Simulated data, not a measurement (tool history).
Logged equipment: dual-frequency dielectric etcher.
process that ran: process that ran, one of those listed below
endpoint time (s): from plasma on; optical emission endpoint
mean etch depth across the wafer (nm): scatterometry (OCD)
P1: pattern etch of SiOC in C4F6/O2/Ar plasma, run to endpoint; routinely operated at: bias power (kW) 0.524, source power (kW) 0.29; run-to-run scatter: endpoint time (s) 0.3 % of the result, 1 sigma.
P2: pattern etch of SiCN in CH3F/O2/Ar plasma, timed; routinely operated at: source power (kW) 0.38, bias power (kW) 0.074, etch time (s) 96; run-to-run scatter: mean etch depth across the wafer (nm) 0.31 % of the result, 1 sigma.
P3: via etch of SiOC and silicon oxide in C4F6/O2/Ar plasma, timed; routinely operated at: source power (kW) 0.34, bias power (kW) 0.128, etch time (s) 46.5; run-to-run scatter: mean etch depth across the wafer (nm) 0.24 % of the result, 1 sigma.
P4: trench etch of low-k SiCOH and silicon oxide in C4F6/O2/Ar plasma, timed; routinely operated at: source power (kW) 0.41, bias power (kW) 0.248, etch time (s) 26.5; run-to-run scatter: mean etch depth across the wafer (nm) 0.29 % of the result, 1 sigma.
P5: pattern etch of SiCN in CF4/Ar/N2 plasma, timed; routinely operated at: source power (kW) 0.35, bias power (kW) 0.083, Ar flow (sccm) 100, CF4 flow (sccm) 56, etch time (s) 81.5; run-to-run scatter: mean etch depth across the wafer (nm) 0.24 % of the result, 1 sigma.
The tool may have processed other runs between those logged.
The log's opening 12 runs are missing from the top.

run	day	process that ran	bias power (kW)	source power (kW)	Ar flow (sccm)	CF4 flow (sccm)	etch time (s)	endpoint time (s)	mean etch depth across the wafer (nm)
13	7.321	P3	0.128	0.43			46.5		47.915
14	8.012	P4	0.248	0.29			26.5		81.711
15	8.517	P1	0.524	0.29				14.227	
16	8.858	P4	0.248	0.41			26.5		93.237
17	9.479	P1	0.32	0.39				15.129	
18	10.188	P5	0.083	0.35	100	56	45		32.754
19	10.833	P5	0.11	0.35	100	56	81.5		66.042
20	11.525	P2	0.074	0.38			68		24.612
# day 11.533: bias power generator calibrated
21	12.162	P2	0.074	0.38			96		34.955
22	12.817	P3	0.128	0.34			46.5		43.906

The next listed run, before its measurement:
23	13.317	P1	0.524	0.29				?	

endpoint time (s): 14.116

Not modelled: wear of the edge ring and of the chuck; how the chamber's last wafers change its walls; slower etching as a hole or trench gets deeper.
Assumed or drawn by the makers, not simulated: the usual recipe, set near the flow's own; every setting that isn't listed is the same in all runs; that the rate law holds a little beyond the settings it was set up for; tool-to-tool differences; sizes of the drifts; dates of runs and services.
